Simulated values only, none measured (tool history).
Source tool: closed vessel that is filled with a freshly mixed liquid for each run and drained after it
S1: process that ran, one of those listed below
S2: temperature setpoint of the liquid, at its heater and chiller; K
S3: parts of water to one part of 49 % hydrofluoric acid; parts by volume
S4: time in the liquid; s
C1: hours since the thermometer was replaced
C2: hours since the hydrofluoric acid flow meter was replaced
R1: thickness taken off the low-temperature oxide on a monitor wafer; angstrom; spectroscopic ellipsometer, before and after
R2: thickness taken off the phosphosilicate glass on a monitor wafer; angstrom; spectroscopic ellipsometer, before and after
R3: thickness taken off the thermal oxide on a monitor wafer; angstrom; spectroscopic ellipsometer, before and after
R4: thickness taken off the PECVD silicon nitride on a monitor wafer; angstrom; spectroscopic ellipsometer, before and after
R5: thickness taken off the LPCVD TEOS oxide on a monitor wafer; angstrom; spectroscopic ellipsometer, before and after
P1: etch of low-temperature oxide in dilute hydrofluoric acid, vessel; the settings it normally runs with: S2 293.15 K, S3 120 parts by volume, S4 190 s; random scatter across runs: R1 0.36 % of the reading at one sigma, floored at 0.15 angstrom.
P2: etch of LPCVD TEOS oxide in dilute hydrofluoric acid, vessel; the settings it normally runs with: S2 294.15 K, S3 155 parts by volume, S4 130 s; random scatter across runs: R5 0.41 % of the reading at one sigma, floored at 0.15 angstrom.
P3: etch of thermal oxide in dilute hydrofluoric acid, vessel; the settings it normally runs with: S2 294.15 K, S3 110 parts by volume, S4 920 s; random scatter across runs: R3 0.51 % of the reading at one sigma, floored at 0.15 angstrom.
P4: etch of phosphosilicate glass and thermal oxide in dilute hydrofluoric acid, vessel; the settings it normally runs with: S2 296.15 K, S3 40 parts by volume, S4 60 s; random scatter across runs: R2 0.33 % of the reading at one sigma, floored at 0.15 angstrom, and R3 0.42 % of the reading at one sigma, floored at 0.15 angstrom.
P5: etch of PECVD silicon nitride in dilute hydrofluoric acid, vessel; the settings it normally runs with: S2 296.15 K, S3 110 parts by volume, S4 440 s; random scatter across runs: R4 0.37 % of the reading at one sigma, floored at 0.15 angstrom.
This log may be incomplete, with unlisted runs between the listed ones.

run	hour	S1	S2	S3	S4	C1	C2	R1	R2	R3	R4	R5
1	4.1	P1	293.15	120	190	777.8	1403	168.33				
2	10.4	P4	296.15	70	60	784.1	1409.3		542.5	41.99		
3	15.2	P5	296.15	110	45	788.9	1414.1				7.5452	
4	18.3	P1	300.65	120	190	792	1417.2	226.62				
5	23.2	P4	296.15	40	60	796.9	1422.1		990.2	77.502		
6	28.5	P1	293.15	80	285	802.2	1427.4	396.53				
7	32.5	P1	293.15	120	295	806.2	1431.4	260.69				
8	36.1	P3	294.15	110	920	809.8	1435			339.5		
9	40.8	P1	293.15	120	190	814.5	1439.7	169.97				
10	44.6	P2	294.15	155	200	818.3	1443.5					549.94
11	48.9	P5	290.15	110	440	822.6	1447.8				49.239	
12	52.8	P1	293.15	120	45	826.5	1451.7	40.155				
13	59.2	P2	294.15	155	130	832.9	1458.1					359.5
14	66.2	P1	293.15	190	190	839.9	1465.1	99.481				
15	72.2	P4	300.15	40	60	845.9	1471.1		1169.3	90.632		
16	76.5	P1	293.15	70	190	850.2	1475.4	303.85				
17	79.7	P5	296.15	45	440	853.4	1478.6				176.66	
18	86.7	P4	296.15	40	60	860.4	1485.6		994.94	76.827		
19	93	P3	294.15	110	520	866.7	1491.9			190.07		
20	97	P5	296.15	110	440	870.7	1495.9				74.295	
21	103	P3	294.15	160	920	876.7	1501.9			218.59		
22	108.6	P1	293.15	210	375	882.3	1507.5	173.88				
23	115	P1	290.15	120	190	888.7	1513.9	149.11				
24	120.3	P1	293.15	120	190	894	1519.2	168.7				
25	125	P2	294.15	235	130	898.7	1523.9					217.66
26	131.4	P3	290.15	110	920	905.1	1530.3			284.79		
27	137.4	P1	293.15	120	190	911.1	1536.3	168.73				
28	140.6	P1	293.15	120	190	914.3	1539.5	167.92				
29	145.4	P1	299.15	70	190	919.1	1544.3	387.26				
30	150.7	P2	300.65	155	130	924.4	1549.6					457.21
31	153.8	P4	296.15	40	90	927.5	1552.7		1480.6	114.76		
32	160.4	P1	293.15	120	190	934.1	1559.3	167.37				
33	164	P1	293.15	120	190	937.7	1562.9	168.12				
34	167.7	P1	293.15	120	190	941.4	1566.6	169.57				

Run 35, settings as shown, results not yet in. Your forecast:
35	174.5	P1	293.15	120	190	948.2	1573.4	?				

{"run 35": {"R1": 163.45}}
